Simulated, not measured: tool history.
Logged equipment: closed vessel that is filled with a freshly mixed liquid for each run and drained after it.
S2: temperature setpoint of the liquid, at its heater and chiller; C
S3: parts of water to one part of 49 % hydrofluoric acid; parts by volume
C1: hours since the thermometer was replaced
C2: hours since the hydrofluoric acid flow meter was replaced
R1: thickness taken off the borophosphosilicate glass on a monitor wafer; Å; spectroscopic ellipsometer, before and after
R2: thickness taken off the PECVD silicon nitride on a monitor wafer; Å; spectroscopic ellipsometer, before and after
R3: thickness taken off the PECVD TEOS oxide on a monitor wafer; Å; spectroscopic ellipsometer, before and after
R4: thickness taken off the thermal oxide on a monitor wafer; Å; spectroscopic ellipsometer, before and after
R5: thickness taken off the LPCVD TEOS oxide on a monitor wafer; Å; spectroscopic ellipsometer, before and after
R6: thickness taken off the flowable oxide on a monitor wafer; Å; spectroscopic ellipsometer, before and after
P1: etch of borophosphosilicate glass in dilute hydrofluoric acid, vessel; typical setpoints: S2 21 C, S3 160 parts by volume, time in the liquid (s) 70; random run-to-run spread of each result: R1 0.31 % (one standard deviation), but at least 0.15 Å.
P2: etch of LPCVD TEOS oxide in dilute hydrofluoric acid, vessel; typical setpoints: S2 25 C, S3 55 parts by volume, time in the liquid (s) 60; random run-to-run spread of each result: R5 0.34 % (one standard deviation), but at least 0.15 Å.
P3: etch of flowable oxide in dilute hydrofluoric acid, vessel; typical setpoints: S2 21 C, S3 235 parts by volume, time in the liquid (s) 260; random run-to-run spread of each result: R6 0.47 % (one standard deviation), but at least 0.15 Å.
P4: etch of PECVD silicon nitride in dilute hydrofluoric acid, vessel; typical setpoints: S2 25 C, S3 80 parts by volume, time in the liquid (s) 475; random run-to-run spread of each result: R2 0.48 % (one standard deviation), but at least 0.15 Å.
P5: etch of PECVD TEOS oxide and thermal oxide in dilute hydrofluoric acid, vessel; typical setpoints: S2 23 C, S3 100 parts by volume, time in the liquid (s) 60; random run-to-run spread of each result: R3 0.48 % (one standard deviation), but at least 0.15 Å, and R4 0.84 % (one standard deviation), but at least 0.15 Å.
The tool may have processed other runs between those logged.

Run 1, hour 5.7: process that ran P1, S2 21 C, S3 160 parts by volume, time in the liquid (s) 70; C1 318.1; C2 384.9. Result: R1 186.6 Å.
Run 2, hour 11.3: process that ran P1, S2 21 C, S3 230 parts by volume, time in the liquid (s) 70; C1 323.7; C2 390.5. Result: R1 120.89 Å.
Run 3, hour 14: process that ran P1, S2 21 C, S3 160 parts by volume, time in the liquid (s) 70; C1 326.4; C2 393.2. Result: R1 186.83 Å.
Run 4, hour 17.1: process that ran P1, S2 25.5 C, S3 90 parts by volume, time in the liquid (s) 70; C1 329.5; C2 396.3. Result: R1 431.81 Å.
Run 5, hour 20.6: process that ran P1, S2 17 C, S3 160 parts by volume, time in the liquid (s) 70; C1 333; C2 399.8. Result: R1 159.11 Å.
Run 6, hour 23.8: process that ran P4, S2 25 C, S3 80 parts by volume, time in the liquid (s) 475; C1 336.2; C2 403. Result: R2 366.1 Å.
Run 7, hour 26.8: process that ran P5, S2 23 C, S3 35 parts by volume, time in the liquid (s) 60; C1 339.2; C2 406. Result: R3 515.37 Å, R4 80.596 Å.
Run 8, hour 32.2: process that ran P1, S2 21 C, S3 160 parts by volume, time in the liquid (s) 70; C1 344.6; C2 411.4. Result: R1 186.25 Å.
Run 9, hour 37.7: process that ran P2, S2 25 C, S3 105 parts by volume, time in the liquid (s) 60; C1 350.1; C2 416.9. Result: R5 110.77 Å.
Run 10, hour 40.9: process that ran P5, S2 23 C, S3 100 parts by volume, time in the liquid (s) 110; C1 353.3; C2 420.1. Result: R3 303.53 Å, R4 47.966 Å.
Run 11, hour 45.1: process that ran P2, S2 25 C, S3 55 parts by volume, time in the liquid (s) 60; C1 357.5; C2 424.3. Result: R5 225.68 Å.
Run 12, hour 47.9: process that ran P4, S2 25 C, S3 80 parts by volume, time in the liquid (s) 930; C1 360.3; C2 427.1. Result: R2 716.79 Å.
Run 13, hour 52.4: process that ran P3, S2 21 C, S3 65 parts by volume, time in the liquid (s) 260; C1 364.8; C2 431.6. Result: R6 1152.6 Å.
Run 14, hour 55.3: process that ran P1, S2 21 C, S3 160 parts by volume, time in the liquid (s) 30; C1 367.7; C2 434.5. Result: R1 80.168 Å.
Run 15, hour 59: process that ran P1, S2 21 C, S3 160 parts by volume, time in the liquid (s) 70; C1 371.4; C2 438.2. Result: R1 186.97 Å.
Run 16, hour 64.1: process that ran P3, S2 17 C, S3 235 parts by volume, time in the liquid (s) 260; C1 376.5; C2 443.3. Result: R6 228.76 Å.
Run 17, hour 69.9: process that ran P5, S2 23 C, S3 100 parts by volume, time in the liquid (s) 60; C1 382.3; C2 449.1. Result: R3 165.3 Å, R4 26.475 Å.
Run 18, hour 74.5: process that ran P1, S2 21 C, S3 160 parts by volume, time in the liquid (s) 70; C1 386.9; C2 453.7. Result: R1 186.72 Å.
Run 19, hour 78.9: process that ran P3, S2 21 C, S3 235 parts by volume, time in the liquid (s) 30; C1 391.3; C2 458.1. Result: R6 30.505 Å.
Run 20, hour 82.4: process that ran P2, S2 25 C, S3 55 parts by volume, time in the liquid (s) 105; C1 394.8; C2 461.6. Result: R5 393.17 Å.
Run 21, hour 84.9: process that ran P3, S2 21 C, S3 235 parts by volume, time in the liquid (s) 260; C1 397.3; C2 464.1. Result: R6 266.62 Å.
Run 22, hour 88.4: process that ran P1, S2 17 C, S3 160 parts by volume, time in the liquid (s) 135; C1 400.8; C2 467.6. Result: R1 307.12 Å.
Run 23, hour 92.8: process that ran P2, S2 25 C, S3 55 parts by volume, time in the liquid (s) 60; C1 405.2; C2 472. Result: R5 225.13 Å.
Run 24, hour 96.7: process that ran P1, S2 21 C, S3 160 parts by volume, time in the liquid (s) 135; C1 409.1; C2 475.9. Result: R1 360.8 Å.
Run 25, hour 101.4: process that ran P4, S2 30 C, S3 80 parts by volume, time in the liquid (s) 475; C1 413.8; C2 480.6. Result: R2 503.42 Å.
Run 26, hour 106.1: process that ran P5, S2 29.5 C, S3 100 parts by volume, time in the liquid (s) 60; C1 418.5; C2 485.3. Result: R3 213.45 Å, R4 33.827 Å.
Run 27, hour 108.8: process that ran P1, S2 27 C, S3 160 parts by volume, time in the liquid (s) 70; C1 421.2; C2 488. Result: R1 235.54 Å.
Run 28, hour 111.2: process that ran P4, S2 25 C, S3 80 parts by volume, time in the liquid (s) 475; C1 423.6; C2 490.4. Result: R2 364.18 Å.
Run 29, hour 114.2: process that ran P2, S2 20 C, S3 55 parts by volume, time in the liquid (s) 60; C1 426.6; C2 493.4. Result: R5 183.84 Å.
Run 30, hour 118.4: process that ran P4, S2 25 C, S3 115 parts by volume, time in the liquid (s) 475; C1 430.8; C2 497.6. Result: R2 251.6 Å.
Run 31, hour 122.7: process that ran P1, S2 21 C, S3 60 parts by volume, time in the liquid (s) 70; C1 435.1; C2 501.9. Result: R1 556.63 Å.
Run 32, hour 127.5: process that ran P5, S2 23 C, S3 100 parts by volume, time in the liquid (s) 60; C1 439.9; C2 506.7. Result: R3 166 Å, R4 26.098 Å.
Run 33, hour 131.1: process that ran P1, S2 21 C, S3 160 parts by volume, time in the liquid (s) 70; C1 443.5; C2 510.3. Result: R1 187.91 Å.
Run 34, hour 135: process that ran P1, S2 21 C, S3 160 parts by volume, time in the liquid (s) 70; C1 447.4; C2 514.2. Result: R1 186.29 Å.
Run 35, hour 139.4: process that ran P1, S2 21 C, S3 160 parts by volume, time in the liquid (s) 70; C1 451.8; C2 518.6. Result: R1 193.61 Å.
Run 36, hour 145: process that ran P1, S2 21 C, S3 160 parts by volume, time in the liquid (s) 70; C1 457.4; C2 524.2. Result: R1 196.51 Å.
Run 37, hour 148: process that ran P1, S2 21 C, S3 160 parts by volume, time in the liquid (s) 70; C1 460.4; C2 527.2. Result: R1 199.03 Å.
Run 38, hour 150.6: process that ran P1, S2 21 C, S3 160 parts by volume, time in the liquid (s) 70; C1 463; C2 529.8. Result: R1 198.8 Å.
Run 39, hour 155.6: process that ran P1, S2 21 C, S3 160 parts by volume, time in the liquid (s) 70; C1 468; C2 534.8. Result: R1 199.82 Å.
Run 40, hour 158.5: process that ran P1, S2 21 C, S3 160 parts by volume, time in the liquid (s) 70; C1 470.9; C2 537.7. Result: R1 199.94 Å.
Run 41, hour 164: process that ran P1, S2 21 C, S3 160 parts by volume, time in the liquid (s) 70; C1 476.4; C2 543.2. Result: R1 199.75 Å.

P1 has crept away from where it was. The log is fitted equally well by each of these 2 causes, at the sizes shown:
A: hydrofluoric acid flow above the setpoint (%) = 6.2
B: liquid hotter than its thermometer reads (K) = 1.81
The gradual shift began around hour 135.

4 check runs are offered, one wafer each, their results left as question marks. Which one tells the causes apart?
Run check 1, hour 169.5: process that ran P4, S2 25 C, S3 80 parts by volume, time in the liquid (s) 930. Result: R2 ?.
Run check 2, hour 169.5: process that ran P2, S2 25 C, S3 95 parts by volume, time in the liquid (s) 100. Result: R5 ?.
Run check 3, hour 169.5: process that ran P3, S2 17 C, S3 160 parts by volume, time in the liquid (s) 260. Result: R6 ?.
Run check 4, hour 169.5: process that ran P5, S2 26 C, S3 35 parts by volume, time in the liquid (s) 60. Result: R3 ?, R4 ?.

If the cause were each of the candidates in turn, the checks would give the following:
  check  result    if A    if B
check 1      R2  752.82  798.71
check 2      R5  220.66  221.43
check 3      R6  383.21  384.74
check 4      R3  621.78  628.56
check 4      R4  97.673  98.736
Per-check spread between the two closest causes, in the result where they differ most: check 1 5.92 %; check 2 0.35 %; check 3 0.4 %; check 4 1.08 %
The causes can be told apart only by check 1. The other checks would give nearly the same results under each of them.

Then check 1 was run and gave: R2 751.15 Å. Which cause is it?

It is A: hydrofluoric acid flow above the setpoint (%).
